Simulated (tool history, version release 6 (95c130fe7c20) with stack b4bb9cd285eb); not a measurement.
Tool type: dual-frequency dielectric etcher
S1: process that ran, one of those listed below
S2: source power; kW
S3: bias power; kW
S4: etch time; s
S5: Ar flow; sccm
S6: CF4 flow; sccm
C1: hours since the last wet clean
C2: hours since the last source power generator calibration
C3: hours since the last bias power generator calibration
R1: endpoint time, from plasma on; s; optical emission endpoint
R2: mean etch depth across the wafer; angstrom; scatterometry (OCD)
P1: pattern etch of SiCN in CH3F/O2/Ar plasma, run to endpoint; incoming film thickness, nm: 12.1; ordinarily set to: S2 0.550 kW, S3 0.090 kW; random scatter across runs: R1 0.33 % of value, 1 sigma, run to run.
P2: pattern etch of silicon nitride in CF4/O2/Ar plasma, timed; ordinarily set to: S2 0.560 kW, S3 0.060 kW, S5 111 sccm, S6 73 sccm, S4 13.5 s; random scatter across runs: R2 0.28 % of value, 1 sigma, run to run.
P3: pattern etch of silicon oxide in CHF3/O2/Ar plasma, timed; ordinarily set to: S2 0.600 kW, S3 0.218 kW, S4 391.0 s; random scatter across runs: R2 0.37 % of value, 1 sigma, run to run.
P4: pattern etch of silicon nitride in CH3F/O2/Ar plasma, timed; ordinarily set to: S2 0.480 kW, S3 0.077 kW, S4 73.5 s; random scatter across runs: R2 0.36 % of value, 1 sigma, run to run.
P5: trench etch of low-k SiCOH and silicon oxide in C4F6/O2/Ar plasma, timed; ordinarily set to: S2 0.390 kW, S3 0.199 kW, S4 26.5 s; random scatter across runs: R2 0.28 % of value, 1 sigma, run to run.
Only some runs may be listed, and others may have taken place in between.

run 1 hour=12.3 | S1=P1 S2=0.550 S3=0.090 | C1=153.2 C2=379.3 C3=2312.6 | R1=25.955
run 2 hour=20.2 | S1=P1 S2=0.550 S3=0.090 | C1=161.1 C2=387.2 C3=2320.5 | R1=25.925
run 3 hour=29.4 | S1=P5 S2=0.390 S3=0.137 S4=26.5 | C1=170.3 C2=396.4 C3=2329.7 | R2=748.05
run 4 hour=37.5 | S1=P1 S2=0.650 S3=0.105 | C1=178.4 C2=404.5 C3=2337.8 | R1=22.982
run 5 hour=46.8 | S1=P1 S2=0.550 S3=0.090 | C1=187.7 C2=413.8 C3=2347.1 | R1=25.998
run 6 hour=57.3 | S1=P5 S2=0.230 S3=0.199 S4=26.5 | C1=198.2 C2=424.3 C3=2357.6 | R2=683.93
run 7 hour=68.0 | S1=P2 S2=0.560 S3=0.060 S4=13.5 S5=111 S6=86 | C1=208.9 C2=435.0 C3=2368.3 | R2=286.29
run 8 hour=83.4 | S1=P1 S2=0.550 S3=0.090 | C1=224.3 C2=450.4 C3=2383.7 | R1=25.879
run 9 hour=91.2 | S1=P1 S2=0.770 S3=0.066 | C1=232.1 C2=458.2 C3=2391.5 | R1=25.384
run 10 hour=101.9 | S1=P4 S2=0.480 S3=0.077 S4=73.5 | C1=242.8 C2=468.9 C3=2402.2 | R2=594.11
run 11 hour=114.5 | S1=P3 S2=0.360 S3=0.218 S4=391.0 | C1=255.4 C2=481.5 C3=2414.8 | R2=6639.10
run 12 hour=129.6 | S1=P4 S2=0.480 S3=0.077 S4=47.0 | C1=270.5 C2=496.6 C3=2429.9 | R2=375.31
run 13 hour=143.5 | S1=P3 S2=0.600 S3=0.218 S4=391.0 | C1=284.4 C2=510.5 C3=2443.8 | R2=8077.40
run 14 hour=158.9 | S1=P2 S2=0.760 S3=0.060 S4=13.5 S5=111 S6=73 | C1=299.8 C2=525.9 C3=2459.2 | R2=361.53
run 15 hour=172.2 | S1=P1 S2=0.340 S3=0.113 | C1=313.1 C2=539.2 C3=2472.5 | R1=28.308
run 16 hour=183.2 | S1=P2 S2=0.560 S3=0.060 S4=17.5 S5=111 S6=73 | C1=324.1 C2=550.2 C3=2483.5 | R2=363.11
run 17 hour=192.7 | S1=P2 S2=0.560 S3=0.044 S4=13.5 S5=111 S6=73 | C1=333.6 C2=559.7 C3=2493.0 | R2=248.04
run 18 hour=204.1 | S1=P4 S2=0.480 S3=0.056 S4=73.5 | C1=345.0 C2=571.1 C3=2504.4 | R2=532.96
run 19 hour=211.9 | S1=P4 S2=0.320 S3=0.077 S4=73.5 | C1=352.8 C2=578.9 C3=2512.2 | R2=506.93
run 20 hour=228.6 | S1=P3 S2=0.600 S3=0.218 S4=391.0 | C1=369.5 C2=595.6 C3=2528.9 | R2=8048.20
run 21 hour=242.0 | S1=P2 S2=0.560 S3=0.060 S4=13.5 S5=111 S6=73 | C1=382.9 C2=609.0 C3=2542.3 | R2=279.56
run 22 hour=256.9 | S1=P4 S2=0.480 S3=0.077 S4=73.5 | C1=397.8 C2=623.9 C3=2557.2 | R2=591.38
run 23 hour=267.2 | S1=P1 S2=0.550 S3=0.090 | C1=408.1 C2=634.2 C3=2567.5 | R1=25.988
-- hour=269.6 bias power generator calibrated
run 24 hour=279.1 | S1=P5 S2=0.390 S3=0.199 S4=37.5 | C1=420.0 C2=646.1 C3=9.6 | R2=1187.00
run 25 hour=289.7 | S1=P1 S2=0.350 S3=0.090 | C1=430.6 C2=656.7 C3=20.2 | R1=30.614
run 26 hour=300.5 | S1=P1 S2=0.550 S3=0.114 | C1=441.4 C2=667.5 C3=31.0 | R1=23.758
-- hour=307.1 source power generator calibrated
run 27 hour=309.4 | S1=P1 S2=0.550 S3=0.072 | C1=450.3 C2=2.3 C3=39.9 | R1=28.126
run 28 hour=323.2 | S1=P3 S2=0.600 S3=0.149 S4=391.0 | C1=464.1 C2=16.1 C3=53.7 | R2=7063.90
run 29 hour=333.1 | S1=P1 S2=0.700 S3=0.090 | C1=474.0 C2=26.0 C3=63.6 | R1=23.651
run 30 hour=344.1 | S1=P3 S2=0.600 S3=0.218 S4=215.0 | C1=485.0 C2=37.0 C3=74.6 | R2=4410.90
run 31 hour=356.3 | S1=P5 S2=0.390 S3=0.199 S4=26.5 | C1=497.2 C2=49.2 C3=86.8 | R2=840.83
run 32 hour=368.8 | S1=P5 S2=0.390 S3=0.199 S4=26.5 | C1=509.7 C2=61.7 C3=99.3 | R2=839.69
run 33 hour=377.4 | S1=P2 S2=0.560 S3=0.060 S4=13.5 S5=66 S6=73 | C1=518.3 C2=70.3 C3=107.9 | R2=298.05
run 34 hour=386.6 | S1=P1 S2=0.550 S3=0.090 | C1=527.5 C2=79.5 C3=117.1 | R1=25.917
run 35 hour=402.6 | S1=P1 S2=0.550 S3=0.090 | C1=543.5 C2=95.5 C3=133.1 | R1=26.099
run 36 hour=415.5 | S1=P1 S2=0.550 S3=0.090 | C1=556.4 C2=108.4 C3=146.0 | R1=26.061
run 37 hour=432.5 | S1=P1 S2=0.550 S3=0.090 | C1=573.4 C2=125.4 C3=163.0 | R1=26.202
-- hour=438.1 wet clean of the chamber
run 38 hour=446.3 | S1=P1 S2=0.550 S3=0.090 | C1=8.3 C2=139.2 C3=176.8 | R1=26.204
run 39 hour=454.5 | S1=P1 S2=0.550 S3=0.090 | C1=16.5 C2=147.4 C3=185.0 | R1=26.193
run 40 hour=467.1 | S1=P1 S2=0.550 S3=0.090 | C1=29.1 C2=160.0 C3=197.6 | R1=26.324
run 41 hour=475.0 | S1=P1 S2=0.550 S3=0.090 | C1=37.0 C2=167.9 C3=205.5 | R1=26.329
run 42 hour=491.9 | S1=P1 S2=0.550 S3=0.090 | C1=53.9 C2=184.8 C3=222.4 | R1=26.221
run 43 hour=503.1 | S1=P1 S2=0.550 S3=0.090 | C1=65.1 C2=196.0 C3=233.6 | R1=26.286
run 44 hour=516.3 | S1=P1 S2=0.550 S3=0.090 | C1=78.3 C2=209.2 C3=246.8 | R1=26.449
run 45 hour=525.7 | S1=P1 S2=0.550 S3=0.090 | C1=87.7 C2=218.6 C3=256.2 | R1=26.349

What P1 gives has crept off from where it sat before. The 2 causes that follow fit the log equally well, each at the size noted:
A: source power that arrives under what is set, % = 4.32
B: bias power that arrives under what is set, % = 4.48
The onset of the drift is placed at about hour 386.6.
Every other cause this tool's parts could produce, and why it does not fit the log:
chamber walls in a state that lowers the etch rate, %: serviced at hour 438.1, after the change had begun; the process did not return to its earlier output

Consider the 4 single-wafer check runs listed below, results given as question marks: which one distinguishes between the causes by giving clearly different results for each?
run check 1 hour=535.1 | S1=P2 S2=0.560 S3=0.060 S4=13.5 S5=72 S6=73 | R2=?
run check 2 hour=535.1 | S1=P3 S2=0.600 S3=0.165 S4=279.5 | R2=?
run check 3 hour=535.1 | S1=P4 S2=0.350 S3=0.077 S4=55.5 | R2=?
run check 4 hour=535.1 | S1=P5 S2=0.280 S3=0.199 S4=31.5 | R2=?

Outcome of each check run for each possible cause:
check=check_1 result=R2 if_A=283.72 if_B=289.69
check=check_2 result=R2 if_A=5144.40 if_B=5154.20
check=check_3 result=R2 if_A=389.18 if_B=389.41
check=check_4 result=R2 if_A=862.93 if_B=864.54
Separation of the two closest causes in each check, using whichever result separates them best: check 1 2.08 %; check 2 0.19 %; check 3 0.06 %; check 4 0.19 %
Check 1 distinguishes between the causes, while the remaining checks would return nearly the same result for all of them.

Then check 1 was run and gave: R2 283.14 angstrom. Which cause is it?

It is A: source power that arrives under what is set, %.
